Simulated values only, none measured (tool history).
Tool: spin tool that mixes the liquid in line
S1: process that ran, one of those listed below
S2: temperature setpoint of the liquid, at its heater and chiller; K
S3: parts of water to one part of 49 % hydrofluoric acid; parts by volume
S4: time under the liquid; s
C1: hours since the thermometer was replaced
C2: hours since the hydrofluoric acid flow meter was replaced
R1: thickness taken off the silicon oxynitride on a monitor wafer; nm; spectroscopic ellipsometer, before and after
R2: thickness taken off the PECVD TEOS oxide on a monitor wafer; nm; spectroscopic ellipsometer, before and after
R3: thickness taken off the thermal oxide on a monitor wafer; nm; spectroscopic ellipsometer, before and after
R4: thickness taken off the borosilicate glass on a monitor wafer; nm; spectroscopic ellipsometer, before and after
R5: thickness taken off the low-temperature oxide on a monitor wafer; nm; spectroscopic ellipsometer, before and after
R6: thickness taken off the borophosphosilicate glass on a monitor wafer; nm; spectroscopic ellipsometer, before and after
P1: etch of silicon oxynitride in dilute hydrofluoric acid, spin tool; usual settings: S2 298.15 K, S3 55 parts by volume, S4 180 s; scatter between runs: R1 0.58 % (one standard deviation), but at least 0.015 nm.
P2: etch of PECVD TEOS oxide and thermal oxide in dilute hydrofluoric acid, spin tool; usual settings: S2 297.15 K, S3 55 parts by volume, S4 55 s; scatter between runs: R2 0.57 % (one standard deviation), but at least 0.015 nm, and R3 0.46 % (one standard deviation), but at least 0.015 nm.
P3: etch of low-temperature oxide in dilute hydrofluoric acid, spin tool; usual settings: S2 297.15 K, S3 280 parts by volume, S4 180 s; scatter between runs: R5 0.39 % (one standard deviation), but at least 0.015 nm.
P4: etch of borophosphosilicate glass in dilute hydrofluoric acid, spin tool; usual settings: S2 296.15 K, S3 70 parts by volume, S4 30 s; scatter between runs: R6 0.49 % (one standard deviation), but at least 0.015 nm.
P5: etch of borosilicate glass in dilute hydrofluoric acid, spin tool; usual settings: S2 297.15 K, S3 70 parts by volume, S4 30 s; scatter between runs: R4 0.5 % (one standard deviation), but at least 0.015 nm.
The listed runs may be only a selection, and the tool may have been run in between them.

| run | day | S1 | S2 | S3 | S4 | C1 | C2 | R1 | R2 | R3 | R4 | R5 | R6 |
|---|---|---|---|---|---|---|---|---|---|---|---|---|---|
| 1 | 0.500 | P1 | 298.15 | 55 | 180 | 2041.0 | 227.0 | 6.1309 |  |  |  |  |  |
| 2 | 0.967 | P1 | 298.15 | 55 | 180 | 2052.2 | 238.2 | 6.1114 |  |  |  |  |  |
| 3 | 1.300 | P2 | 297.15 | 80 | 55 | 2060.2 | 246.2 |  | 12.3600 | 3.3621 |  |  |  |
| 4 | 1.638 | P2 | 292.15 | 55 | 55 | 2068.3 | 254.3 |  | 15.0640 | 4.0709 |  |  |  |
| 5 | 1.983 | P1 | 298.15 | 55 | 180 | 2076.6 | 262.6 | 6.1277 |  |  |  |  |  |
| 6 | 2.446 | P1 | 292.65 | 55 | 280 | 2087.7 | 273.7 | 7.2173 |  |  |  |  |  |
| 7 | 2.846 | P5 | 297.15 | 70 | 15 | 2097.3 | 283.3 |  |  |  | 9.2833 |  |  |
| 8 | 3.292 | P1 | 298.15 | 55 | 180 | 2108.0 | 294.0 | 6.1003 |  |  |  |  |  |
| 9 | 3.775 | P1 | 291.15 | 55 | 180 | 2119.6 | 305.6 | 4.3408 |  |  |  |  |  |
| 10 | 4.317 | P3 | 297.15 | 140 | 180 | 2132.6 | 318.6 |  |  |  |  | 22.0600 |  |
| 11 | 4.812 | P5 | 297.15 | 70 | 30 | 2144.5 | 330.5 |  |  |  | 18.4910 |  |  |
| 12 | 5.371 | P2 | 297.15 | 55 | 55 | 2157.9 | 343.9 |  | 18.5320 | 5.0874 |  |  |  |
| 13 | 5.846 | P1 | 298.15 | 55 | 180 | 2169.3 | 355.3 | 6.1463 |  |  |  |  |  |
| 14 | 6.142 | P1 | 298.15 | 55 | 180 | 2176.4 | 362.4 | 6.2174 |  |  |  |  |  |
| 15 | 6.417 | P2 | 297.15 | 55 | 25 | 2183.0 | 369.0 |  | 8.4599 | 2.3013 |  |  |  |
| 16 | 6.954 | P3 | 290.15 | 280 | 180 | 2195.9 | 381.9 |  |  |  |  | 7.3325 |  |
| 17 | 7.200 | P1 | 298.15 | 55 | 320 | 2201.8 | 387.8 | 10.9370 |  |  |  |  |  |
| 18 | 7.517 | P4 | 296.15 | 70 | 30 | 2209.4 | 395.4 |  |  |  |  |  | 16.8960 |
| 19 | 7.854 | P1 | 298.15 | 55 | 45 | 2217.5 | 403.5 | 1.5370 |  |  |  |  |  |
| 20 | 8.388 | P1 | 298.15 | 30 | 180 | 2230.3 | 416.3 | 11.6460 |  |  |  |  |  |
| 21 | 8.883 | P1 | 298.15 | 85 | 180 | 2242.2 | 428.2 | 3.8696 |  |  |  |  |  |
| 22 | 9.404 | P4 | 304.65 | 70 | 30 | 2254.7 | 440.7 |  |  |  |  |  | 23.5600 |
| 23 | 9.696 | P5 | 290.15 | 70 | 30 | 2261.7 | 447.7 |  |  |  | 13.8400 |  |  |
| 24 | 10.021 | P3 | 297.15 | 280 | 180 | 2269.5 | 455.5 |  |  |  |  | 9.4700 |  |
| 25 | 10.296 | P1 | 298.15 | 55 | 180 | 2276.1 | 462.1 | 6.1486 |  |  |  |  |  |
| 26 | 10.758 | P4 | 296.15 | 70 | 15 | 2287.2 | 473.2 |  |  |  |  |  | 8.4265 |
| 27 | 11.271 | P3 | 297.15 | 280 | 45 | 2299.5 | 485.5 |  |  |  |  | 2.3962 |  |
| 28 | 11.804 | P1 | 302.65 | 55 | 180 | 2312.3 | 498.3 | 7.6441 |  |  |  |  |  |
| 29 | 12.133 | P3 | 297.15 | 280 | 180 | 2320.2 | 506.2 |  |  |  |  | 9.5008 |  |
| 30 | 12.588 | P4 | 296.15 | 70 | 30 | 2331.1 | 517.1 |  |  |  |  |  | 16.9520 |
| 31 | 12.950 | P5 | 297.15 | 25 | 30 | 2339.8 | 525.8 |  |  |  | 55.0810 |  |  |
| 32 | 13.483 | P4 | 296.15 | 30 | 30 | 2352.6 | 538.6 |  |  |  |  |  | 41.2900 |
| 33 | 13.938 | P1 | 298.15 | 55 | 180 | 2363.5 | 549.5 | 6.0979 |  |  |  |  |  |
| 34 | 14.396 | P1 | 298.15 | 55 | 180 | 2374.5 | 560.5 | 6.4838 |  |  |  |  |  |
| 35 | 14.779 | P1 | 298.15 | 55 | 180 | 2383.7 | 569.7 | 6.6873 |  |  |  |  |  |
| 36 | 15.188 | P1 | 298.15 | 55 | 180 | 2393.5 | 579.5 | 6.7497 |  |  |  |  |  |
| 37 | 15.438 | P1 | 298.15 | 55 | 180 | 2399.5 | 585.5 | 6.7835 |  |  |  |  |  |
| 38 | 15.796 | P1 | 298.15 | 55 | 180 | 2408.1 | 594.1 | 6.8090 |  |  |  |  |  |
| 39 | 16.042 | P1 | 298.15 | 55 | 180 | 2414.0 | 600.0 | 6.7851 |  |  |  |  |  |

What P1 gives has crept off from where it sat before. The 2 causes that follow fit the log equally well, each at the size noted:
A: hydrofluoric acid flow above the setpoint (%) = 10.5
B: liquid hotter than its thermometer reads (K) = 2.19
The drift started at roughly day 13.938.

4 check runs are offered, one wafer each, their results left as question marks. Which one tells the causes apart?
| check 1 | 16.288 | P2 | 292.65 | 55 | 55 |  |  |  | ? | ? |  |  |  |
| check 2 | 16.288 | P5 | 297.15 | 25 | 15 |  |  |  |  |  | ? |  |  |
| check 3 | 16.288 | P4 | 296.15 | 30 | 15 |  |  |  |  |  |  |  | ? |
| check 4 | 16.288 | P3 | 297.15 | 280 | 80 |  |  |  |  |  |  | ? |  |

What every check run would give for each of its results, assuming each possible cause in turn:
| check | result | if A | if B |
|---|---|---|---|
| check 1 | R2 | 17.0500 | 16.8150 |
| check 1 | R3 | 4.6752 | 4.6109 |
| check 2 | R4 | 30.5280 | 30.1660 |
| check 3 | R6 | 23.0410 | 22.7660 |
| check 4 | R5 | 4.7977 | 4.5609 |
Per check, the gap between the least separated pair of causes, taken in the result that splits them most: check 1 1.39 %; check 2 1.19 %; check 3 1.2 %; check 4 5.06 %
Only check 4 tells the causes apart: in the others they would give nearly the same result.

Check 4 has now been run. It gave: R5 4.8043 nm. Which of the candidate causes is it?

Of the candidate causes, it is A: hydrofluoric acid flow above the setpoint (%).

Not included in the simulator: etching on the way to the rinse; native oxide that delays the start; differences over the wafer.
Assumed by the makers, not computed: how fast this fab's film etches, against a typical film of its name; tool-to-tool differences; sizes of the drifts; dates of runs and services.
